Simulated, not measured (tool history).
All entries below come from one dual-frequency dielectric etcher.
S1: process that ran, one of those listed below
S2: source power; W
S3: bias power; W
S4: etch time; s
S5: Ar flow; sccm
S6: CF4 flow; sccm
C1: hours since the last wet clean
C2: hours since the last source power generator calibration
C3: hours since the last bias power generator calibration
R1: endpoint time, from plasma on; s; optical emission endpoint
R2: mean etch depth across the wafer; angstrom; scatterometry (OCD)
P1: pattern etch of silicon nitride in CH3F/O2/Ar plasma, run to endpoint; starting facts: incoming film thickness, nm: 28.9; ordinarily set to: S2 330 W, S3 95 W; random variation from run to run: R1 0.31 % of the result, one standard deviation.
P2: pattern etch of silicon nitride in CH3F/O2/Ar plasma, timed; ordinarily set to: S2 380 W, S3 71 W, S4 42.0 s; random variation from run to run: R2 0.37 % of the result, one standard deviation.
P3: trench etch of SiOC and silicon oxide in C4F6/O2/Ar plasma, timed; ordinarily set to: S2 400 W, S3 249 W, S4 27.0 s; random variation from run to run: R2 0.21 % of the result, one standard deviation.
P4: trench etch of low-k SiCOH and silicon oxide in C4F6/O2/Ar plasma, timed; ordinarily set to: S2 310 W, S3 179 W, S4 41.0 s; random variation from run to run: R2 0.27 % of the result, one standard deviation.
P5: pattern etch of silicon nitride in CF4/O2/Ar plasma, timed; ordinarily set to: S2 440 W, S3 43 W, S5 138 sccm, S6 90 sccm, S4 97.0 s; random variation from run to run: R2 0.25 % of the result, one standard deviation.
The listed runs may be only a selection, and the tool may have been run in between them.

run    day  S1   S2   S3    S4   S5  S6     C1     C2      C3      R1       R2
  1  0.275  P1  330   95                 106.7  193.0  1298.2  41.422
  2  0.625  P4  190  179  41.0           115.1  201.4  1306.6           995.19
  3  0.783  P4  310  179  41.0           118.9  205.2  1310.4          1197.40
  4  1.004  P1  230   95                 124.2  210.5  1315.7  47.588
  5  1.296  P3  400  154  27.0           131.2  217.5  1322.7           525.28
  6  1.479  P5  440   43  97.0  138  66  135.6  221.9  1327.1          1418.60
  7  1.679  P1  330   95                 140.4  226.7  1331.9  41.269
  8  1.950  P1  400   69                 146.9  233.2  1338.4  43.275
  9  2.171  P4  310  118  41.0           152.2  238.5  1343.7          1054.90
 10  2.342  P1  330  113                 156.3  242.6  1347.8  38.782
 11  2.679  P1  240  118                 164.4  250.7  1355.9  42.758
 12  2.892  P4  310  179  27.5           169.5  255.8  1361.0           808.90
 13  3.158  P1  330   95                 175.9  262.2  1367.4  41.431
 14  3.492  P5  440   43  97.0  138  90  183.9  270.2  1375.4          1492.10
 15  3.842  P5  440   27  97.0  138  90  192.3  278.6  1383.8          1251.60
 16  4.162  P3  400  249  21.0           200.0  286.3  1391.5           476.40
 17  4.429  P2  380   44  42.0           206.4  292.7  1397.9           249.69
 18  4.733  P3  550  249  27.0           213.7  300.0  1405.2           691.90
 19  4.946  P1  330   73                 218.8  305.1  1410.3  45.485
 20  5.221  P3  400  249  27.0           225.4  311.7  1416.9           610.35
     5.379  -- wet clean of the chamber
 21  5.496  P2  380   71  32.0             2.9  318.3  1423.5           224.54
 22  5.754  P5  290   43  97.0  138  90    9.1  324.5  1429.7          1032.50

What does the tool deliver on the next run?
 23  6.025  P1  330  95              15.6  331.0  1436.2   ?

R1: 41.193 s
